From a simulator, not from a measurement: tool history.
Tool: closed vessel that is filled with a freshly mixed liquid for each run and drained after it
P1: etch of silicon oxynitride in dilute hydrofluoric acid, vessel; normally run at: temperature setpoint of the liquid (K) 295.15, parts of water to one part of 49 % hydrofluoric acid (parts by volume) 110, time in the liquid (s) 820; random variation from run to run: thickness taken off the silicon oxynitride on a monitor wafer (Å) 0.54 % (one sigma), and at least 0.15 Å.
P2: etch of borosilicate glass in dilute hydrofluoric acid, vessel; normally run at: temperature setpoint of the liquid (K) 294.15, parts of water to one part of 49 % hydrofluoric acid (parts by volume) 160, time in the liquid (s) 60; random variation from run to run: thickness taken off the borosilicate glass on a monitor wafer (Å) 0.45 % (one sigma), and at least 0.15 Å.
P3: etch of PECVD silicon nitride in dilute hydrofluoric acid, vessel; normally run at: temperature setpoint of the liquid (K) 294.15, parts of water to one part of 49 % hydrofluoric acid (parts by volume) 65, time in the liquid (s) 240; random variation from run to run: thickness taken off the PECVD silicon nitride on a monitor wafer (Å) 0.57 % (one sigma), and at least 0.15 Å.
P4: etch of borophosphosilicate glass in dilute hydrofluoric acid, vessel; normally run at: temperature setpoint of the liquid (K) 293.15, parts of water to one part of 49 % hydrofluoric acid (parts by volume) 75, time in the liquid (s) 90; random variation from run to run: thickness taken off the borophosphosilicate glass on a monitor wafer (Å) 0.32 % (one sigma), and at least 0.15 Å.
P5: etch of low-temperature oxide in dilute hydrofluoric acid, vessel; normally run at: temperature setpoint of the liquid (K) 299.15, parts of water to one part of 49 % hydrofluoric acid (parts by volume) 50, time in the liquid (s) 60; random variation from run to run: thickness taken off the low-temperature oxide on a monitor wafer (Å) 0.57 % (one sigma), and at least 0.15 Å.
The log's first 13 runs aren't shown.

run     day  process that ran  temperature setpoint of the liquid (K)  parts of water to one part of 49 % hydrofluoric acid (parts by volume)  time in the liquid (s)  hours since the thermometer was replaced  hours since the hydrofluoric acid flow meter was replaced  thickness taken off the silicon oxynitride on a monitor wafer (Å)  thickness taken off the borophosphosilicate glass on a monitor wafer (Å)  thickness taken off the PECVD silicon nitride on a monitor wafer (Å)  thickness taken off the low-temperature oxide on a monitor wafer (Å)  thickness taken off the borosilicate glass on a monitor wafer (Å)
 14   7.471                P1                                  295.15                                                                     110                     820                                     553.4                                                     1324.2                                                             237.95
 15   7.958                P1                                  302.65                                                                     190                     820                                     565.1                                                     1335.9                                                             182.11
 16   8.329                P2                                  294.15                                                                     160                      90                                       574                                                     1344.8                                                                                                                                                                                                                                                                                                                                                      167.67
 17     9.1                P5                                  299.15                                                                      50                     115                                     592.5                                                     1363.3                                                                                                                                                                                                                                                                                   632.18
 18   9.483                P2                                  294.15                                                                     160                      60                                     601.7                                                     1372.5                                                                                                                                                                                                                                                                                                                                                      113.41
 19  10.162                P1                                  295.15                                                                     110                     820                                       618                                                     1388.8                                                             237.78
 20  10.546                P3                                  294.15                                                                      65                     240                                     627.2                                                       1398                                                                                                                                                                                                             125.17
 21  10.933                P3                                  294.15                                                                      65                     240                                     636.5                                                     1407.3                                                                                                                                                                                                             124.61
 22  11.446                P1                                  295.15                                                                     110                     820                                     648.8                                                     1419.6                                                             239.83
 23  12.046                P3                                  294.15                                                                      65                     465                                     663.2                                                       1434                                                                                                                                                                                                             242.39
 24  12.538                P1                                  299.15                                                                     110                    1305                                       675                                                     1445.8                                                             457.92
 25  13.271                P5                                  299.15                                                                      50                      60                                     692.6                                                     1463.4                                                                                                                                                                                                                                                                                   324.26
 26  13.962                P1                                  299.15                                                                     110                     820                                     709.2                                                       1480                                                             290.47
 27  14.312                P2                                  294.15                                                                     160                      60                                     717.6                                                     1488.4                                                                                                                                                                                                                                                                                                                                                      113.04
 28  14.733                P4                                  293.15                                                                      20                      90                                     727.7                                                     1498.5                                                                                                                                       2013.4
 29  15.208                P2                                  294.15                                                                      25                      60                                     739.1                                                     1509.9                                                                                                                                                                                                                                                                                                                                                      844.41
 30  15.829                P2                                  298.65                                                                     160                      60                                       754                                                     1524.8                                                                                                                                                                                                                                                                                                                                                      134.18
 31    16.2                P1                                  295.15                                                                     110                    1225                                     762.9                                                     1533.7                                                             356.59
 32  16.592                P4                                  293.15                                                                      75                      90                                     772.3                                                     1543.1                                                                                                                                       503.26
 33  17.317                P1                                  295.15                                                                     110                     820                                     789.7                                                     1560.5                                                             236.88
 34  18.008                P1                                  295.15                                                                     110                     820                                     806.3                                                     1577.1                                                                248

The next listed run, before its measurement:
 35  18.471                P1                                  295.15                                                                     110                     820                                     817.4                                                     1588.2                                                                  ?

{"run 35": {"thickness taken off the silicon oxynitride on a monitor wafer (Å)": 249.48}}
